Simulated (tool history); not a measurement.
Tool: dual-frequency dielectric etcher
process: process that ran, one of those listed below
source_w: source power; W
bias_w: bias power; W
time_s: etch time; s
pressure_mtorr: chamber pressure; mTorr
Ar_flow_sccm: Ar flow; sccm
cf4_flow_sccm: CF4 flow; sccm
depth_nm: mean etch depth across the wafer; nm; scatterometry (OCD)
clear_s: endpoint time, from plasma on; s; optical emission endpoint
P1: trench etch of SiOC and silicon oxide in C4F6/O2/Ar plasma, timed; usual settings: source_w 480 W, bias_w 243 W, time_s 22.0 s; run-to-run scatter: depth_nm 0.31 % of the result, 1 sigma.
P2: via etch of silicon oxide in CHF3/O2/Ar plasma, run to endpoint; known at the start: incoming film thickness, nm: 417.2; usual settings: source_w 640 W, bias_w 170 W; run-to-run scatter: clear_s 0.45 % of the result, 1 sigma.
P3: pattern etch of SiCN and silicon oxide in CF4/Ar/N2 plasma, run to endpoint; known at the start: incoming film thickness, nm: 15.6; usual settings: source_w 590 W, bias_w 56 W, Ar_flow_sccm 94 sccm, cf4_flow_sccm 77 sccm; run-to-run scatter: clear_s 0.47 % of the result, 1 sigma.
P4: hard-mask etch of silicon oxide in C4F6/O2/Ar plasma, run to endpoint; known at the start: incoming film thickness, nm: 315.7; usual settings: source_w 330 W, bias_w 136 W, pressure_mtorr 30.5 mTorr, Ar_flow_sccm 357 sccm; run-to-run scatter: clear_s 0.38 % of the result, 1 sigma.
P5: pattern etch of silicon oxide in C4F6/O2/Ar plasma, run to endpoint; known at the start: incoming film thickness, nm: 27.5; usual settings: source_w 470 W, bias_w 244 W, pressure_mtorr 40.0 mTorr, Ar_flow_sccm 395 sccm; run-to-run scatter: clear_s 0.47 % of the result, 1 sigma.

run   hour  process  source_w  bias_w  time_s  pressure_mtorr  Ar_flow_sccm  cf4_flow_sccm  depth_nm   clear_s
  1    8.6       P1       480     243    22.0                                                 51.070
  2   15.1       P1       480     243    22.0                                                 50.777
  3   25.6       P1       480     297    15.5                                                 38.318
  4   35.9       P5       470     244                    40.0           395                             8.1382
  5   44.3       P1       480     243    22.0                                                 51.114
  6   56.3       P3       590      56                                    61             77             14.2870
  7   65.1       P5       470     244                    40.0           395                             8.1850
  8   70.9       P3       590      56                                    94             77             15.2630
  9   76.8       P1       390     243    22.0                                                 47.162
 10   87.8       P1       480     243    12.0                                                 27.792
 11  100.3       P2       640     170                                                                 205.7400
 12  108.0       P5       470     310                    40.0           395                             7.5415
 13  117.0       P2       800     170                                                                 188.7400
 14  127.7       P3       590      37                                    94             77             17.0900
 15  140.5       P4       330      86                    30.5           357                           140.5100
 16  152.7       P5       470     244                    51.5           395                             8.3644
 17  159.8       P5       580     244                    40.0           395                             7.4881
 18  170.6       P4       330     136                    30.5           357                           123.1900
 19  179.9       P3       770      56                                    94             77             12.0940
 20  188.6       P1       480     243    30.0                                                 69.236
 21  199.9       P1       480     243    22.0                                                 51.097
     200.6  -- source power generator calibrated
 22  212.2       P3       590      56                                    94             77             15.2540
 23  223.0       P2       640     109                                                                 237.5600
 24  230.8       P4       330     136                    43.0           357                           128.6600
 25  240.1       P1       570     243    22.0                                                 54.504
 26  246.8       P5       470     244                    40.0           294                             7.9695

The next listed run, before its measurement:
 27  254.4       P3       590      56                                    94             60                  ?

Run 27 gave clear_s 15.9550 s.

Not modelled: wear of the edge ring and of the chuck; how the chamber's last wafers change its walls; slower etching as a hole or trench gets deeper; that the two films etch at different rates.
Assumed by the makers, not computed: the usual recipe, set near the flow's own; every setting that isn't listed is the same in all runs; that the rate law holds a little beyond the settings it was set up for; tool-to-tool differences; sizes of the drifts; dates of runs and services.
